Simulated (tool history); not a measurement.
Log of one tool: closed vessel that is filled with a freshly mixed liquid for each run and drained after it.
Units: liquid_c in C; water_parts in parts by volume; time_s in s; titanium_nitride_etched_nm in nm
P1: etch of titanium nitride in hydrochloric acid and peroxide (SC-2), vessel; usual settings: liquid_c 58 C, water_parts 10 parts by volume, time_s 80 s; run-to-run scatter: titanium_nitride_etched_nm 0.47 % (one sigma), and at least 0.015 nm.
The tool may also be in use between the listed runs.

run  hour  liquid_c  water_parts  time_s  hours since the thermometer was replaced  hours since the chemicals flow meter was replaced  hours since the drum of peroxide was connected  titanium_nitride_etched_nm
  1   4.1        58           10      80                                     202.5                                              155.3                                           226.9                      4.5293
  2     9        58            4      80                                     207.4                                              160.2                                           231.8                      9.0522
  3  12.4      70.5           10      80                                     210.8                                              163.6                                           235.2                      9.7565
  4  18.2        58           10      80                                     216.6                                              169.4                                             241                      4.5527
  5  22.9        58           10      80                                     221.3                                              174.1                                           245.7                      4.5614
  6  28.5        58           10     140                                     226.9                                              179.7                                           251.3                      7.9569
  7  33.3        58           10      80                                     231.7                                              184.5                                           256.1                      4.5595
  8  38.6      44.5           10      80                                       237                                              189.8                                           261.4                      1.8891
  9  44.2        58           10      30                                     242.6                                              195.4                                             267                      1.7154
 10  48.5        58           10      80                                     246.9                                              199.7                                           271.3                      4.5664
 11  52.2        70           10     125                                     250.6                                              203.4                                             275                      14.872
 12  56.3        58         15.5      80                                     254.7                                              207.5                                           279.1                      3.1557
 13  58.9        58           10      80                                     257.3                                              210.1                                           281.7                      4.5384
 14  62.4        58           10      80                                     260.8                                              213.6                                           285.2                      4.7231
 15  67.6        58           10      80                                       266                                              218.8                                           290.4                      4.7778
 16  72.8        58           10      80                                     271.2                                                224                                           295.6                       4.857
 17  75.9        58           10      80                                     274.3                                              227.1                                           298.7                       4.903
 18  80.7        58           10      80                                     279.1                                              231.9                                           303.5                      4.8813
 19  85.9        58           10      80                                     284.3                                              237.1                                           308.7                       4.915

What P1 gives has crept away from where it was. These 2 causes fit the log equally well, each at the size given:
A: chemicals flow above the setpoint (%) = 9.18
B: liquid hotter than its thermometer reads (K) = 1.15
The creep began at about hour 58.9.
Why every other cause is out:
peroxide weaker than its label (%): at most 8, which would move titanium_nitride_etched_nm by -7.4 %: too little, or the wrong way

4 check runs are offered, each on 5 wafers whose results are averaged, their results left as question marks. Which one tells the causes apart?
check 1  91.1        66           10     120                                                                                                                                                                        ?
check 2  91.1      45.5           10      80                                                                                                                                                                        ?
check 3  91.1        47            4      80                                                                                                                                                                        ?
check 4  91.1        49           10      30                                                                                                                                                                        ?

What each check would give under each cause:
  check                      result    if A    if B
check 1  titanium_nitride_etched_nm  12.083  12.043
check 2  titanium_nitride_etched_nm  2.1502   2.163
check 3  titanium_nitride_etched_nm   4.693  4.7888
check 4  titanium_nitride_etched_nm  1.0224  1.0267
How far apart the two closest causes lie, in the result that separates them most: check 1 0.33 %; check 2 0.59 %; check 3 2.02 %; check 4 0.42 %
Only check 3 tells the causes apart: in the others they would give nearly the same result.

Check 3 was then run and gave: titanium_nitride_etched_nm 4.7168 nm. Which cause is it?

It is A: chemicals flow above the setpoint (%).
